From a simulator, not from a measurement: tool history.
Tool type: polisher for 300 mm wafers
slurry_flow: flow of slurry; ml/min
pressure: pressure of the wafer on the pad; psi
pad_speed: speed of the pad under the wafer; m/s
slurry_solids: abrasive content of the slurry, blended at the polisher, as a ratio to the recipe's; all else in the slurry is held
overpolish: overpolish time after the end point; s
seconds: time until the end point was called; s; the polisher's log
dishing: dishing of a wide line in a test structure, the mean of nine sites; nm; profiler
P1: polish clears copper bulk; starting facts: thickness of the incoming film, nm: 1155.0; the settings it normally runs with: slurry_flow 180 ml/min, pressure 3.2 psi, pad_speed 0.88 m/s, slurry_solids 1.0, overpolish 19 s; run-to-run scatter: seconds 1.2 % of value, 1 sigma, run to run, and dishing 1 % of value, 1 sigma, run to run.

run	day	slurry_flow	pressure	pad_speed	slurry_solids	overpolish	seconds	dishing
1	0.254	180	3.2	0.88	1.0	19	137.600	79.047
2	0.400	180	3.2	0.88	1.0	19	138.390	79.857
3	0.575	180	3.2	0.88	1.2	19	137.040	82.037
4	0.821	110	3.2	0.88	1.0	19	155.820	74.751
5	0.950	180	3.2	1.34	1.0	19	90.820	100.380
6	1.117	180	3.2	0.50	1.0	19	248.540	55.676
7	1.383	180	4.9	0.88	1.0	19	89.618	108.430
8	1.583	180	3.2	0.88	1.0	36	141.560	107.280
9	1.754	250	4.2	0.88	1.0	19	102.070	100.750
10	2.046	180	3.2	0.88	0.5	19	160.540	74.671
11	2.192	180	3.2	0.88	1.0	19	142.920	80.088
12	2.375	180	1.4	0.88	1.0	19	322.950	41.389
# day 2.388: head pressure recalibrated
13	2.546	180	3.2	0.88	1.0	19	140.220	80.200
14	2.800	180	3.2	0.88	1.0	19	139.720	80.072
15	2.988	180	3.2	0.88	1.0	6	140.820	34.181
16	3.238	260	3.2	0.88	1.0	19	134.730	81.804
17	3.454	180	3.2	0.88	1.0	19	140.140	79.494
18	3.600	180	3.2	0.88	1.0	19	143.630	77.933
19	3.817	180	3.2	0.88	1.0	19	147.770	78.661
20	4.021	180	3.2	0.88	1.0	19	150.170	76.245
21	4.158	180	3.2	0.88	1.0	19	149.430	77.719
22	4.367	180	3.2	0.88	1.0	19	147.370	76.960
# day 4.621: slurry blender recalibrated
23	4.625	180	3.2	0.88	1.0	19	151.390	76.734
24	4.817	180	3.2	0.88	1.0	19	150.680	77.551
# day 4.967: head pressure recalibrated
25	5.096	180	3.2	0.88	1.0	19	155.470	75.573
26	5.383	180	3.2	0.88	1.0	19	154.400	76.622
27	5.562	180	3.2	0.88	1.0	19	155.310	76.491

P1 has crept away from where it was. The log is fitted equally well by each of these 2 causes, at the sizes shown:
A: slurry flow missing at the pad, % = 37.2
B: removal rate lost through wear of the pad, % = 8.14
Onset of the creep was near day 3.454.
Ruled out, with reasons:
head's pressure below its setpoint, %: serviced at day 4.967, after the drift had started, without restoring the earlier output
abrasive missing from the slurry, %: serviced at day 4.621, after the drift had started, without restoring the earlier output

The list below offers 4 check runs, each averaging the results of 5 wafers, and shows each result as a question mark. For which of them would the listed causes give clearly different results?
check 1	5.742	180	3.2	0.70	1.0	19	?	?
check 2	5.742	180	3.2	1.10	1.0	19	?	?
check 3	5.742	110	3.2	0.58	1.0	19	?	?
check 4	5.742	180	3.2	1.22	1.0	19	?	?

What every check run would give for each of its results, assuming each possible cause in turn:
check	result	if A	if B
check 1	seconds	192.380	192.390
check 1	dishing	65.885	65.882
check 2	seconds	122.420	122.430
check 2	dishing	86.611	86.608
check 3	seconds	266.420	254.320
check 3	dishing	52.159	54.013
check 4	seconds	110.380	110.390
check 4	dishing	91.303	91.300
Separation of the two closest causes in each check, using whichever result separates them best: check 1 0.01 %; check 2 0.01 %; check 3 4.65 %; check 4 0.01 %
Check 3 distinguishes between the causes, while the remaining checks would return nearly the same result for all of them.

With check 3 done, the readings were: seconds 254.840 s; dishing 53.837 nm. Identify which of the listed causes applies.

The correct cause is B, namely: removal rate lost through wear of the pad, %.

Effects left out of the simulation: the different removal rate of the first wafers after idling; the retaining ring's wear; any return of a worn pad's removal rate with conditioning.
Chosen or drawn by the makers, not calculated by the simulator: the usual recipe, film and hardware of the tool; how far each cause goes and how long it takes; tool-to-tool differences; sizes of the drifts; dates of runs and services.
